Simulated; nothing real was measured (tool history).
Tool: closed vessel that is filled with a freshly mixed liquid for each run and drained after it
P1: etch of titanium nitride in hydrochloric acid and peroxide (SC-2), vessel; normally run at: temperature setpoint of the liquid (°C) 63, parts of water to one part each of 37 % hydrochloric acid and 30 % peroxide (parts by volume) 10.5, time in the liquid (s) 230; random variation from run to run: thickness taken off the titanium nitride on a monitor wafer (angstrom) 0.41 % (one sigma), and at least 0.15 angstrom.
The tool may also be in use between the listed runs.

run	hour	temperature setpoint of the liquid (°C)	parts of water to one part each of 37 % hydrochloric acid and 30 % peroxide (parts by volume)	time in the liquid (s)	hours since the thermometer was replaced	hours since the chemicals flow meter was replaced	hours since the drum of peroxide was connected	thickness taken off the titanium nitride on a monitor wafer (angstrom)
1	5.1	63	10.5	230	510.4	750.0	304.8	163.360
2	10.8	63	10.5	360	516.1	755.7	310.5	255.780
3	21.5	52	10.5	230	526.8	766.4	321.2	80.890
4	31.7	63	10.5	230	537.0	776.6	331.4	163.210
5	40.4	63	10.5	30	545.7	785.3	340.1	21.417
6	50.4	63	10.5	230	555.7	795.3	350.1	163.810
# hour 57.8: thermometer replaced
7	57.8	63	4.0	230	0.0	802.7	357.5	340.040
8	66.2	51	6.0	230	8.4	811.1	365.9	117.390
9	74.1	63	10.5	230	16.3	819.0	373.8	164.350
10	83.2	72	10.5	230	25.4	828.1	382.9	281.840
11	90.9	63	10.5	230	33.1	835.8	390.6	164.160
12	99.3	63	10.5	230	41.5	844.2	399.0	162.270
13	109.5	63	18.0	230	51.7	854.4	409.2	102.030
14	118.3	63	10.5	230	60.5	863.2	418.0	163.740
15	127.4	63	4.0	450	69.6	872.3	427.1	668.600
16	133.9	63	10.5	230	76.1	878.8	433.6	161.380
17	140.0	63	10.5	230	82.2	884.9	439.7	166.460
18	147.9	63	10.5	230	90.1	892.8	447.6	169.840
19	157.2	63	10.5	230	99.4	902.1	456.9	174.040
20	165.3	63	10.5	230	107.5	910.2	465.0	175.350
21	174.7	63	10.5	230	116.9	919.6	474.4	177.100
22	182.8	63	10.5	230	125.0	927.7	482.5	175.650
23	193.9	63	10.5	230	136.1	938.8	493.6	179.490
24	203.8	63	10.5	230	146.0	948.7	503.5	178.870
25	209.3	63	10.5	230	151.5	954.2	509.0	179.180
26	220.6	63	10.5	230	162.8	965.5	520.3	178.100
27	232.2	63	10.5	230	174.4	977.1	531.9	179.080

What P1 gives has crept away from where it was. These 2 causes fit the log equally well, each at the size given:
A: chemicals flow above the setpoint (%) = 11.7
B: liquid hotter than its thermometer reads (K) = 1.51
The creep began at about hour 133.9.
Why every other cause is out:
peroxide weaker than its label (%): at most 8, which would move thickness taken off the titanium nitride on a monitor wafer (angstrom) by -7.4 %: too little, or the wrong way

4 check runs are offered, each on 3 wafers whose results are averaged, their results left as question marks. Which one tells the causes apart?
check 1	243.8	55	10.5	40				?
check 2	243.8	72	10.5	330				?
check 3	243.8	63	4.0	230				?
check 4	243.8	63	17.0	230				?

What each check would give under each cause:
check	result	if A	if B
check 1	thickness taken off the titanium nitride on a monitor wafer (angstrom)	18.796	18.892
check 2	thickness taken off the titanium nitride on a monitor wafer (angstrom)	440.950	439.090
check 3	thickness taken off the titanium nitride on a monitor wafer (angstrom)	365.790	373.270
check 4	thickness taken off the titanium nitride on a monitor wafer (angstrom)	118.560	117.870
How far apart the two closest causes lie, in the result that separates them most: check 1 0.51 %; check 2 0.42 %; check 3 2.02 %; check 4 0.58 %
Check 3 tells the causes apart: in the others they would give nearly the same result.

Then check 3 was run and gave: thickness taken off the titanium nitride on a monitor wafer (angstrom) 371.990. Which cause is it?

It is B: liquid hotter than its thermometer reads (K).
